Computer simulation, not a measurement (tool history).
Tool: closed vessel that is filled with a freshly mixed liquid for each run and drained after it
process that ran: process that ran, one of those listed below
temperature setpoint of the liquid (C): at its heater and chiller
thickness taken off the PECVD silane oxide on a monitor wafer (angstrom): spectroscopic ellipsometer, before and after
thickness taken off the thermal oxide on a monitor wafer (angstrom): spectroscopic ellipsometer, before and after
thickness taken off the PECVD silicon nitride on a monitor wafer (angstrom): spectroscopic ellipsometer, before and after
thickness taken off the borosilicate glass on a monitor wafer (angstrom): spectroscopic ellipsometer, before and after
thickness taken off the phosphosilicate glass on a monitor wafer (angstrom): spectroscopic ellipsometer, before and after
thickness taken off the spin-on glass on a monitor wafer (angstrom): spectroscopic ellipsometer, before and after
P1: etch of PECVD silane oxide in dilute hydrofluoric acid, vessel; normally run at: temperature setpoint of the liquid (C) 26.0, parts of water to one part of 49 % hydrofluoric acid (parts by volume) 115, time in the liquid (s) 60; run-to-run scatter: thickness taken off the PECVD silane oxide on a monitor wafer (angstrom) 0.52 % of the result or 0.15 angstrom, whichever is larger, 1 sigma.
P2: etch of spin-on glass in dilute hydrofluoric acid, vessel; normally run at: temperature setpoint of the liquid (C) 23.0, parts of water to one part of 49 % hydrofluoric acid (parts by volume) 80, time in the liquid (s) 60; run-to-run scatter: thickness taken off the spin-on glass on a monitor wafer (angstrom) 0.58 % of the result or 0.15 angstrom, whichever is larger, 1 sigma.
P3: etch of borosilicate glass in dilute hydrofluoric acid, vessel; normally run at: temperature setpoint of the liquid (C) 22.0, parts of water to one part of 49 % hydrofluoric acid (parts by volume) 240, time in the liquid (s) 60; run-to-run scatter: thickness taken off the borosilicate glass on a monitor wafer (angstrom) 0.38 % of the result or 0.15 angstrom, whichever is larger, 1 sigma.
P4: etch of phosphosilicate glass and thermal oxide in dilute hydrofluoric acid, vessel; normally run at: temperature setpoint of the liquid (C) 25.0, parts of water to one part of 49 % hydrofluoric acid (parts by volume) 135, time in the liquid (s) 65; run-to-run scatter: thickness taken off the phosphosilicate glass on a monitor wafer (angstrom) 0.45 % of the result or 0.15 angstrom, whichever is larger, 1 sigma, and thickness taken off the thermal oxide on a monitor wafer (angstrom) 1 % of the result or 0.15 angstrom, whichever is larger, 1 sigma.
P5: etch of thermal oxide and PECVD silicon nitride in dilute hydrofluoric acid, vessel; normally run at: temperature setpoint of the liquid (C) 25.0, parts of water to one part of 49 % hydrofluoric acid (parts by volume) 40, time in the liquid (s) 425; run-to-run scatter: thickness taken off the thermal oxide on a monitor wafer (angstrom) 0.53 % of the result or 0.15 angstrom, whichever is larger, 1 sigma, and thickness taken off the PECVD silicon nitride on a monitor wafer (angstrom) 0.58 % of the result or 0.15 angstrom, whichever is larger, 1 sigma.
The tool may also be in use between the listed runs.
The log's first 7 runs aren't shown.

run   hour  process that ran  temperature setpoint of the liquid (C)  parts of water to one part of 49 % hydrofluoric acid (parts by volume)  time in the liquid (s)  hours since the thermometer was replaced  hours since the hydrofluoric acid flow meter was replaced  thickness taken off the PECVD silane oxide on a monitor wafer (angstrom)  thickness taken off the thermal oxide on a monitor wafer (angstrom)  thickness taken off the PECVD silicon nitride on a monitor wafer (angstrom)  thickness taken off the borosilicate glass on a monitor wafer (angstrom)  thickness taken off the phosphosilicate glass on a monitor wafer (angstrom)  thickness taken off the spin-on glass on a monitor wafer (angstrom)
  8   67.7                P1                                    26.0                                                                     115                      30                                     669.5                                                     1251.6                                                                   135.440
  9   75.3                P3                                    22.0                                                                     240                      30                                     677.1                                                     1259.2                                                                                                                                                                                                                                                                                                35.710
 10   82.6                P5                                    21.0                                                                      40                     425                                     684.4                                                     1266.5                                                                                                                                        481.960                                                                      213.420
 11   91.9                P1                                    26.0                                                                     115                     100                                     693.7                                                     1275.8                                                                   455.970
 12  101.1                P5                                    25.0                                                                      40                     115                                     702.9                                                     1285.0                                                                                                                                        154.900                                                                       75.675
 13  105.9                P4                                    25.0                                                                      60                      65                                     707.7                                                     1289.8                                                                                                                                         57.480                                                                                                                                                                                                                             1180.60
 14  114.3                P1                                    32.0                                                                     115                      60                                     716.1                                                     1298.2                                                                   341.820
 15  124.4                P2                                    23.0                                                                      80                      30                                     726.2                                                     1308.3                                                                                                                                                                                                                                                                                                                                                                                                                                                  187.64
 16  129.6                P3                                    17.0                                                                     240                      60                                     731.4                                                     1313.5                                                                                                                                                                                                                                                                                                59.416
 17  139.9                P1                                    30.0                                                                     115                      90                                     741.7                                                     1323.8                                                                   474.650
 18  148.8                P4                                    25.0                                                                     135                      30                                     750.6                                                     1332.7                                                                                                                                         10.621                                                                                                                                                                                                                              221.34
 19  154.3                P3                                    22.0                                                                     240                      60                                     756.1                                                     1338.2                                                                                                                                                                                                                                                                                                71.485
     158.4  -- hydrofluoric acid flow meter replaced
 20  164.4                P2                                    23.0                                                                      80                      60                                     766.2                                                        6.0                                                                                                                                                                                                                                                                                                                                                                                                                                                  376.45
 21  174.6                P3                                    22.0                                                                     240                      60                                     776.4                                                       16.2                                                                                                                                                                                                                                                                                                71.495
 22  181.8                P2                                    23.0                                                                      80                      60                                     783.6                                                       23.4                                                                                                                                                                                                                                                                                                                                                                                                                                                  378.07
 23  191.2                P1                                    26.0                                                                     115                      60                                     793.0                                                       32.8                                                                   272.580
 24  201.0                P1                                    20.5                                                                     115                      85                                     802.8                                                       42.6                                                                   309.290
 25  211.0                P3                                    22.0                                                                      55                      60                                     812.8                                                       52.6                                                                                                                                                                                                                                                                                               381.920
 26  217.8                P5                                    25.0                                                                      65                     425                                     819.6                                                       59.4                                                                                                                                        340.910                                                                      173.910
 27  226.2                P2                                    18.5                                                                      80                      60                                     828.0                                                       67.8                                                                                                                                                                                                                                                                                                                                                                                                                                                  314.69

Run 28 comes next. What will it give?
 28  234.8                P1                                    26.0                                                                     115                      60                                     836.6                                                       76.4                                                                         ?

Run 28 gave thickness taken off the PECVD silane oxide on a monitor wafer (angstrom) 274.800.
